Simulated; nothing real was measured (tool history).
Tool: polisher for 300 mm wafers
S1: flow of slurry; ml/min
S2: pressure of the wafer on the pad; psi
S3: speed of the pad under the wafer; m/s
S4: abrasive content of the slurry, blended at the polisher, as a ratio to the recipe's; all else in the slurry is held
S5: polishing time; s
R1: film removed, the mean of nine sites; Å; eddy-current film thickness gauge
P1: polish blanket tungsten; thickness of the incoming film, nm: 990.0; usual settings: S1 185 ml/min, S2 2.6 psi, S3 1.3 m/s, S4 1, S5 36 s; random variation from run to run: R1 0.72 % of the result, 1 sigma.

{"run": 1, "hour": 8.9, "S1": 185, "S2": 2.6, "S3": 1.3, "S4": 1, "S5": 36, "R1": 1261.1}
{"run": 2, "hour": 17.1, "S1": 265, "S2": 2.6, "S3": 1.3, "S4": 1, "S5": 36, "R1": 1314}
{"run": 3, "hour": 28.2, "S1": 185, "S2": 2.6, "S3": 1.64, "S4": 1, "S5": 36, "R1": 1598.6}
{"run": 4, "hour": 43.8, "S1": 185, "S2": 2.6, "S3": 1.3, "S4": 1, "S5": 36, "R1": 1263.2}
{"run": 5, "hour": 57.6, "S1": 185, "S2": 2.6, "S3": 1.3, "S4": 1, "S5": 36, "R1": 1259.5}
{"run": 6, "hour": 74.3, "S1": 185, "S2": 2.6, "S3": 1.3, "S4": 1.5, "S5": 36, "R1": 1370.4}
{"run": 7, "hour": 86.7, "S1": 185, "S2": 1.2, "S3": 1.3, "S4": 1, "S5": 36, "R1": 575.2}
{"run": 8, "hour": 100.0, "S1": 110, "S2": 2.6, "S3": 1.3, "S4": 1, "S5": 36, "R1": 1140}
{"run": 9, "hour": 110.6, "S1": 185, "S2": 2.6, "S3": 1.3, "S4": 1, "S5": 49, "R1": 1705.4}
{"run": 10, "hour": 121.8, "S1": 185, "S2": 2.6, "S3": 1.3, "S4": 1, "S5": 36, "R1": 1245.3}
{"run": 11, "hour": 138.2, "S1": 185, "S2": 2.6, "S3": 1.3, "S4": 1.3, "S5": 24, "R1": 881.9}
{"run": 12, "hour": 152.0, "S1": 185, "S2": 2.6, "S3": 1.3, "S4": 0.55, "S5": 36, "R1": 1091.1}
{"run": 13, "hour": 166.5, "S1": 185, "S2": 2.6, "S3": 0.76, "S4": 1, "S5": 36, "R1": 729.52}
{"run": 14, "hour": 178.8, "S1": 185, "S2": 2.6, "S3": 1.3, "S4": 1, "S5": 16, "R1": 558}
{"run": 15, "hour": 188.9, "S1": 185, "S2": 3.6, "S3": 1.3, "S4": 1, "S5": 36, "R1": 1717.5}
{"run": 16, "hour": 204.1, "S1": 185, "S2": 2.6, "S3": 1.3, "S4": 1, "S5": 36, "R1": 1254.8}
{"run": 17, "hour": 215.5, "S1": 185, "S2": 2.6, "S3": 1.3, "S4": 1, "S5": 36, "R1": 1244.9}
{"run": 18, "hour": 230.4, "S1": 185, "S2": 2.6, "S3": 1.3, "S4": 1, "S5": 36, "R1": 1258.5}
{"run": 19, "hour": 241.5, "S1": 185, "S2": 2.6, "S3": 1.3, "S4": 1, "S5": 36, "R1": 1214.3}
{"run": 20, "hour": 256.0, "S1": 185, "S2": 2.6, "S3": 1.3, "S4": 1, "S5": 36, "R1": 1201.1}
{"run": 21, "hour": 265.0, "S1": 185, "S2": 2.6, "S3": 1.3, "S4": 1, "S5": 36, "R1": 1193}
{"hour": 268.0, "done": "worn pad replaced by a new one"}
{"run": 22, "hour": 275.1, "S1": 185, "S2": 2.6, "S3": 1.3, "S4": 1, "S5": 36, "R1": 1175.8}
{"hour": 278.3, "done": "slurry blender recalibrated"}
{"run": 23, "hour": 282.7, "S1": 185, "S2": 2.6, "S3": 1.3, "S4": 1, "S5": 36, "R1": 1167.8}
{"hour": 287.2, "done": "head pressure recalibrated"}
{"run": 24, "hour": 295.3, "S1": 185, "S2": 2.6, "S3": 1.3, "S4": 1, "S5": 36, "R1": 1160.8}
{"run": 25, "hour": 310.1, "S1": 185, "S2": 2.6, "S3": 1.3, "S4": 1, "S5": 36, "R1": 1147.3}
{"run": 26, "hour": 322.4, "S1": 185, "S2": 2.6, "S3": 1.3, "S4": 1, "S5": 36, "R1": 1154.9}
{"run": 27, "hour": 331.0, "S1": 185, "S2": 2.6, "S3": 1.3, "S4": 1, "S5": 36, "R1": 1156.7}

What P1 gives has crept away from where it was. These 2 causes fit the log equally well, each at the size given:
A: peroxide lost from the slurry, % = 17.5
B: slurry flow missing at the pad, % = 34.9
The creep began at about hour 230.4.
Why every other cause is out:
removal rate lost through wear of the pad, %: serviced at hour 268, which brought nothing back
head's pressure below its setpoint, %: serviced at hour 287.2, which brought nothing back
abrasive missing from the slurry, %: serviced at hour 278.3, which brought nothing back

4 check runs are offered, each on 2 wafers whose results are averaged, their results left as question marks. Which one tells the causes apart?
{"run": "check 1", "hour": 339.6, "S1": 110, "S2": 2.6, "S3": 1.3, "S4": 1.5, "S5": 36, "R1": "?"}
{"run": "check 2", "hour": 339.6, "S1": 185, "S2": 2.6, "S3": 1.3, "S4": 0.6, "S5": 36, "R1": "?"}
{"run": "check 3", "hour": 339.6, "S1": 185, "S2": 1.2, "S3": 1.3, "S4": 1, "S5": 16, "R1": "?"}
{"run": "check 4", "hour": 339.6, "S1": 185, "S2": 2.6, "S3": 1.02, "S4": 1, "S5": 36, "R1": "?"}

What each check would give under each cause:
check=check_1 result=R1 if_A=1163.1 if_B=1113.3
check=check_2 result=R1 if_A=1030.3 if_B=1030.5
check=check_3 result=R1 if_A=237.75 if_B=237.81
check=check_4 result=R1 if_A=909.39 if_B=909.63
How far apart the two closest causes lie, in the result that separates them most: check 1 4.38 %; check 2 0.03 %; check 3 0.03 %; check 4 0.03 %
Check 1 tells the causes apart: in the others they would give nearly the same result.

Then check 1 was run and gave: R1 1127.3 Å. Which cause is it?

It is B: slurry flow missing at the pad, %.

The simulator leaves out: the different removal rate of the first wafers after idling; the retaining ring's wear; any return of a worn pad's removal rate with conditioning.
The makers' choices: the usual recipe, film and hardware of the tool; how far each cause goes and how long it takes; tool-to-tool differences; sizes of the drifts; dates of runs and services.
